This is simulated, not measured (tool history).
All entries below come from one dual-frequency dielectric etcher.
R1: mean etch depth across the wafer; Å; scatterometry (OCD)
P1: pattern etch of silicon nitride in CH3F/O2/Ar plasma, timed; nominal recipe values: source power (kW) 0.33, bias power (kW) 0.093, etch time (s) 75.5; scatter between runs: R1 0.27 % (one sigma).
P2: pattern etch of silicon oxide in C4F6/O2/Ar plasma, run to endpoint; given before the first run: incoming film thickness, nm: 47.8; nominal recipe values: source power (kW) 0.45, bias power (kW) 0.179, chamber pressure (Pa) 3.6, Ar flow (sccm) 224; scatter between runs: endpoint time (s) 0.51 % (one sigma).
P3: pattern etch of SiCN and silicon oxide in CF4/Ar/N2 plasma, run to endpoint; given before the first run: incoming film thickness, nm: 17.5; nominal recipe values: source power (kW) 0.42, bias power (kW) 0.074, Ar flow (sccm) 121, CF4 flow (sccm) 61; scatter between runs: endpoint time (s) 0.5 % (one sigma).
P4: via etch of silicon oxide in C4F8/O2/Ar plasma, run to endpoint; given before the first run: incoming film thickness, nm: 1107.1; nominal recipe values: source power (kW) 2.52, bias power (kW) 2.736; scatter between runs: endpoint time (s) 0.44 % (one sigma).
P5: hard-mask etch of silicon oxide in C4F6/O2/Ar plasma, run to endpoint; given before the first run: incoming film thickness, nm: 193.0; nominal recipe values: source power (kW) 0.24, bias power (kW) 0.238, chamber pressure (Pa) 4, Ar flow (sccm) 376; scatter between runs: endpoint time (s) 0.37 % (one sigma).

{"run": 1, "hour": 4.1, "process that ran": "P1", "source power (kW)": 0.33, "bias power (kW)": 0.093, "etch time (s)": 75.5, "R1": 550.07}
{"run": 2, "hour": 7.8, "process that ran": "P1", "source power (kW)": 0.33, "bias power (kW)": 0.093, "etch time (s)": 75.5, "R1": 548.53}
{"run": 3, "hour": 11.9, "process that ran": "P2", "source power (kW)": 0.45, "bias power (kW)": 0.234, "chamber pressure (Pa)": 3.6, "Ar flow (sccm)": 224, "endpoint time (s)": 12.923}
{"run": 4, "hour": 17.3, "process that ran": "P2", "source power (kW)": 0.45, "bias power (kW)": 0.179, "chamber pressure (Pa)": 4.5, "Ar flow (sccm)": 224, "endpoint time (s)": 14.515}
{"run": 5, "hour": 24.3, "process that ran": "P3", "source power (kW)": 0.42, "bias power (kW)": 0.074, "Ar flow (sccm)": 121, "CF4 flow (sccm)": 38, "endpoint time (s)": 24.469}
{"run": 6, "hour": 32.5, "process that ran": "P4", "source power (kW)": 2.52, "bias power (kW)": 2.736, "endpoint time (s)": 186.28}
{"run": 7, "hour": 36.5, "process that ran": "P5", "source power (kW)": 0.24, "bias power (kW)": 0.238, "chamber pressure (Pa)": 4.8, "Ar flow (sccm)": 376, "endpoint time (s)": 72.508}
{"run": 8, "hour": 44.3, "process that ran": "P4", "source power (kW)": 3.39, "bias power (kW)": 2.736, "endpoint time (s)": 165.86}
{"run": 9, "hour": 48.6, "process that ran": "P5", "source power (kW)": 0.29, "bias power (kW)": 0.238, "chamber pressure (Pa)": 4, "Ar flow (sccm)": 376, "endpoint time (s)": 65.837}
{"run": 10, "hour": 56.3, "process that ran": "P3", "source power (kW)": 0.42, "bias power (kW)": 0.074, "Ar flow (sccm)": 83, "CF4 flow (sccm)": 61, "endpoint time (s)": 21.39}
{"run": 11, "hour": 60.2, "process that ran": "P1", "source power (kW)": 0.41, "bias power (kW)": 0.093, "etch time (s)": 92.5, "R1": 731.52}
{"run": 12, "hour": 65.0, "process that ran": "P4", "source power (kW)": 2.52, "bias power (kW)": 1.795, "endpoint time (s)": 210.67}
{"run": 13, "hour": 70.1, "process that ran": "P1", "source power (kW)": 0.33, "bias power (kW)": 0.093, "etch time (s)": 95.5, "R1": 693.18}
{"run": 14, "hour": 76.8, "process that ran": "P2", "source power (kW)": 0.45, "bias power (kW)": 0.179, "chamber pressure (Pa)": 3.6, "Ar flow (sccm)": 160, "endpoint time (s)": 13.683}
{"run": 15, "hour": 82.2, "process that ran": "P3", "source power (kW)": 0.42, "bias power (kW)": 0.074, "Ar flow (sccm)": 121, "CF4 flow (sccm)": 61, "endpoint time (s)": 22.292}
{"run": 16, "hour": 87.2, "process that ran": "P1", "source power (kW)": 0.33, "bias power (kW)": 0.109, "etch time (s)": 105.5, "R1": 810.68}
{"run": 17, "hour": 93.9, "process that ran": "P1", "source power (kW)": 0.41, "bias power (kW)": 0.093, "etch time (s)": 75.5, "R1": 596.95}
{"run": 18, "hour": 98.0, "process that ran": "P3", "source power (kW)": 0.42, "bias power (kW)": 0.074, "Ar flow (sccm)": 121, "CF4 flow (sccm)": 61, "endpoint time (s)": 22.63}
{"run": 19, "hour": 105.0, "process that ran": "P2", "source power (kW)": 0.45, "bias power (kW)": 0.179, "chamber pressure (Pa)": 3.6, "Ar flow (sccm)": 224, "endpoint time (s)": 14.049}
{"run": 20, "hour": 109.8, "process that ran": "P3", "source power (kW)": 0.56, "bias power (kW)": 0.074, "Ar flow (sccm)": 121, "CF4 flow (sccm)": 61, "endpoint time (s)": 17.579}
{"run": 21, "hour": 116.7, "process that ran": "P5", "source power (kW)": 0.24, "bias power (kW)": 0.238, "chamber pressure (Pa)": 4, "Ar flow (sccm)": 376, "endpoint time (s)": 70.831}
{"run": 22, "hour": 125.1, "process that ran": "P1", "source power (kW)": 0.33, "bias power (kW)": 0.128, "etch time (s)": 75.5, "R1": 620.55}
{"run": 23, "hour": 130.7, "process that ran": "P1", "source power (kW)": 0.33, "bias power (kW)": 0.093, "etch time (s)": 75.5, "R1": 548.83}
{"run": 24, "hour": 136.2, "process that ran": "P1", "source power (kW)": 0.33, "bias power (kW)": 0.093, "etch time (s)": 75.5, "R1": 548.96}
{"run": 25, "hour": 142.2, "process that ran": "P5", "source power (kW)": 0.24, "bias power (kW)": 0.238, "chamber pressure (Pa)": 4, "Ar flow (sccm)": 376, "endpoint time (s)": 70.506}
{"run": 26, "hour": 149.7, "process that ran": "P5", "source power (kW)": 0.24, "bias power (kW)": 0.238, "chamber pressure (Pa)": 4, "Ar flow (sccm)": 486, "endpoint time (s)": 72.443}
{"run": 27, "hour": 154.8, "process that ran": "P1", "source power (kW)": 0.33, "bias power (kW)": 0.067, "etch time (s)": 75.5, "R1": 486.48}
{"run": 28, "hour": 162.3, "process that ran": "P1", "source power (kW)": 0.33, "bias power (kW)": 0.093, "etch time (s)": 41.5, "R1": 301.85}
{"hour": 169.1, "done": "source power generator calibrated"}
{"run": 29, "hour": 170.4, "process that ran": "P3", "source power (kW)": 0.42, "bias power (kW)": 0.091, "Ar flow (sccm)": 121, "CF4 flow (sccm)": 61, "endpoint time (s)": 21.022}
{"run": 30, "hour": 174.8, "process that ran": "P1", "source power (kW)": 0.33, "bias power (kW)": 0.093, "etch time (s)": 75.5, "R1": 548.27}
{"run": 31, "hour": 178.7, "process that ran": "P1", "source power (kW)": 0.33, "bias power (kW)": 0.093, "etch time (s)": 75.5, "R1": 550.7}
{"run": 32, "hour": 184.1, "process that ran": "P1", "source power (kW)": 0.28, "bias power (kW)": 0.093, "etch time (s)": 93.5, "R1": 636.07}
{"run": 33, "hour": 187.8, "process that ran": "P1", "source power (kW)": 0.27, "bias power (kW)": 0.093, "etch time (s)": 75.5, "R1": 511.24}
{"run": 34, "hour": 193.8, "process that ran": "P5", "source power (kW)": 0.24, "bias power (kW)": 0.305, "chamber pressure (Pa)": 4, "Ar flow (sccm)": 376, "endpoint time (s)": 64.344}
{"run": 35, "hour": 198.1, "process that ran": "P2", "source power (kW)": 0.54, "bias power (kW)": 0.179, "chamber pressure (Pa)": 3.6, "Ar flow (sccm)": 224, "endpoint time (s)": 13.286}
{"run": 36, "hour": 205.8, "process that ran": "P1", "source power (kW)": 0.33, "bias power (kW)": 0.093, "etch time (s)": 75.5, "R1": 545.94}
{"run": 37, "hour": 209.8, "process that ran": "P1", "source power (kW)": 0.33, "bias power (kW)": 0.093, "etch time (s)": 75.5, "R1": 545.25}
{"run": 38, "hour": 216.9, "process that ran": "P1", "source power (kW)": 0.33, "bias power (kW)": 0.093, "etch time (s)": 75.5, "R1": 544.46}
{"run": 39, "hour": 224.3, "process that ran": "P1", "source power (kW)": 0.33, "bias power (kW)": 0.093, "etch time (s)": 75.5, "R1": 542.54}
{"run": 40, "hour": 232.7, "process that ran": "P1", "source power (kW)": 0.33, "bias power (kW)": 0.093, "etch time (s)": 75.5, "R1": 537.9}
{"run": 41, "hour": 240.5, "process that ran": "P1", "source power (kW)": 0.33, "bias power (kW)": 0.093, "etch time (s)": 75.5, "R1": 541.26}
{"hour": 241.6, "done": "wet clean of the chamber"}
{"run": 42, "hour": 247.2, "process that ran": "P1", "source power (kW)": 0.33, "bias power (kW)": 0.093, "etch time (s)": 75.5, "R1": 539.74}
{"run": 43, "hour": 254.7, "process that ran": "P1", "source power (kW)": 0.33, "bias power (kW)": 0.093, "etch time (s)": 75.5, "R1": 537.92}
{"run": 44, "hour": 260.0, "process that ran": "P1", "source power (kW)": 0.33, "bias power (kW)": 0.093, "etch time (s)": 75.5, "R1": 540.28}
{"run": 45, "hour": 265.2, "process that ran": "P1", "source power (kW)": 0.33, "bias power (kW)": 0.093, "etch time (s)": 75.5, "R1": 543.92}

P1 no longer gives what it gave before; its output has crept away from where it was. The following 2 causes, each at its listed size, fit the log equally well:
A: source power that arrives under what is set, % = 4.44
B: bias power that arrives under what is set, % = 4.53
Creep in the process output first set in at about hour 205.8.
Excluded causes, each with its reason:
chamber walls in a state that lowers the etch rate, %: maintenance at hour 241.6, after the shift began, did not return the process to its former output

Of the 4 check runs below, each run on 3 wafers with the results averaged and each result still a question mark, which one would tell the listed causes apart?
{"run": "check 1", "hour": 270.4, "process that ran": "P3", "source power (kW)": 0.55, "bias power (kW)": 0.074, "Ar flow (sccm)": 121, "CF4 flow (sccm)": 61, "endpoint time (s)": "?"}
{"run": "check 2", "hour": 270.4, "process that ran": "P5", "source power (kW)": 0.29, "bias power (kW)": 0.238, "chamber pressure (Pa)": 4, "Ar flow (sccm)": 376, "endpoint time (s)": "?"}
{"run": "check 3", "hour": 270.4, "process that ran": "P4", "source power (kW)": 3.34, "bias power (kW)": 2.141, "endpoint time (s)": "?"}
{"run": "check 4", "hour": 270.4, "process that ran": "P2", "source power (kW)": 0.45, "bias power (kW)": 0.228, "chamber pressure (Pa)": 3.6, "Ar flow (sccm)": 187, "endpoint time (s)": "?"}

How each check would come out, cause by cause:
check=check_1 result=endpoint_time_(s) if_A=18.596 if_B=18.163
check=check_2 result=endpoint_time_(s) if_A=66.911 if_B=66.809
check=check_3 result=endpoint_time_(s) if_A=182.69 if_B=181.7
check=check_4 result=endpoint_time_(s) if_A=13.057 if_B=13.027
Minimum pairwise separation of causes per check, each pair taken at its best-separating result: check 1 2.36 %; check 2 0.15 %; check 3 0.54 %; check 4 0.23 %
Check 1 tells the causes apart: in the others they would give nearly the same result.

Check 1 was carried out, with these results: endpoint time (s) 18.206. Which of the listed causes is responsible?

It was cause B: bias power that arrives under what is set, %.
